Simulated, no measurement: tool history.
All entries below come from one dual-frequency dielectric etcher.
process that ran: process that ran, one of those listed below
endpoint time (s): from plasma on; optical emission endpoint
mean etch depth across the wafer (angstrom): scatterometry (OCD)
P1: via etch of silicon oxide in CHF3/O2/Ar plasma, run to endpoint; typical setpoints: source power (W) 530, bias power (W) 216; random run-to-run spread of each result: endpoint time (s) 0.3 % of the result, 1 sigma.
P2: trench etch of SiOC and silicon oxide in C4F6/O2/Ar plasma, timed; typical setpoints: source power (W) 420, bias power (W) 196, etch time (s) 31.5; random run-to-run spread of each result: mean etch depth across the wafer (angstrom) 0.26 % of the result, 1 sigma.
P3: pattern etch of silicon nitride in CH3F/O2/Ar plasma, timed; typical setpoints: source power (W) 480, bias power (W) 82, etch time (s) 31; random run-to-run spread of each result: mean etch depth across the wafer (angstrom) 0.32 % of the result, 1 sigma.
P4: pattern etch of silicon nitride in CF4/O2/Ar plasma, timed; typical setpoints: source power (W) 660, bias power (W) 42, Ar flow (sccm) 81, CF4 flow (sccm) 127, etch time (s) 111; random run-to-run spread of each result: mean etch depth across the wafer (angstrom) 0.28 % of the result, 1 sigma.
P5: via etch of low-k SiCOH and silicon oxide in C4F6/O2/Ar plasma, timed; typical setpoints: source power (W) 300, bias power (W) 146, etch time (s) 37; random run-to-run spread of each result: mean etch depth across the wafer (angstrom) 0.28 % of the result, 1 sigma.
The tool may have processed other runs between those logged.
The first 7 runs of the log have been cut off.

| run | day | process that ran | source power (W) | bias power (W) | Ar flow (sccm) | CF4 flow (sccm) | etch time (s) | hours since the last wet clean | hours since the last source power generator calibration | hours since the last bias power generator calibration | endpoint time (s) | mean etch depth across the wafer (angstrom) |
|---|---|---|---|---|---|---|---|---|---|---|---|---|
| 8 | 4.433 | P1 | 530 | 216 |  |  |  | 467.7 | 1420.3 | 2263 | 272.85 |  |
| 9 | 5.071 | P5 | 180 | 146 |  |  | 37 | 483 | 1435.6 | 2278.3 |  | 651.88 |
| 10 | 5.546 | P5 | 300 | 146 |  |  | 37 | 494.4 | 1447 | 2289.7 |  | 799.3 |
| 11 | 5.917 | P1 | 530 | 277 |  |  |  | 503.3 | 1455.9 | 2298.6 | 250.66 |  |
| 12 | 6.271 | P1 | 530 | 216 |  |  |  | 511.8 | 1464.4 | 2307.1 | 271.91 |  |
| 13 | 6.904 | P4 | 660 | 57 | 81 | 127 | 111 | 527 | 1479.6 | 2322.3 |  | 3024.3 |
| 14 | 7.492 | P2 | 420 | 196 |  |  | 31.5 | 541.1 | 1493.7 | 2336.4 |  | 667.23 |
| 15 | 8.004 | P5 | 300 | 146 |  |  | 37 | 553.4 | 1506 | 2348.7 |  | 794.35 |
| 16 | 8.458 | P1 | 530 | 216 |  |  |  | 564.3 | 1516.9 | 2359.6 | 272.71 |  |
| 17 | 8.879 | P3 | 480 | 82 |  |  | 31 | 574.4 | 1527 | 2369.7 |  | 242.73 |
| 18 | 9.475 | P2 | 420 | 196 |  |  | 46.5 | 588.7 | 1541.3 | 2384 |  | 985.81 |
| 19 | 10.092 | P2 | 270 | 196 |  |  | 31.5 | 603.5 | 1556.1 | 2398.8 |  | 565.38 |
| 20 | 10.517 | P3 | 310 | 82 |  |  | 31 | 613.7 | 1566.3 | 2409 |  | 205.72 |
| 21 | 11.021 | P4 | 660 | 42 | 81 | 74 | 111 | 625.8 | 1578.4 | 2421.1 |  | 2553.9 |
| 22 | 11.758 | P4 | 660 | 42 | 81 | 127 | 111 | 643.5 | 1596.1 | 2438.8 |  | 2712.4 |
|  | 11.996 | source power generator calibrated |
| 23 | 12.488 | P5 | 300 | 99 |  |  | 37 | 661 | 11.9 | 2456.3 |  | 708.26 |

Expected results for the next run?
| 24 | 13.071 | P2 | 420 | 126 |  |  | 31.5 | 675 | 25.9 | 2470.3 |  | ? |

{"run 24": {"mean etch depth across the wafer (angstrom)": 581.23}}

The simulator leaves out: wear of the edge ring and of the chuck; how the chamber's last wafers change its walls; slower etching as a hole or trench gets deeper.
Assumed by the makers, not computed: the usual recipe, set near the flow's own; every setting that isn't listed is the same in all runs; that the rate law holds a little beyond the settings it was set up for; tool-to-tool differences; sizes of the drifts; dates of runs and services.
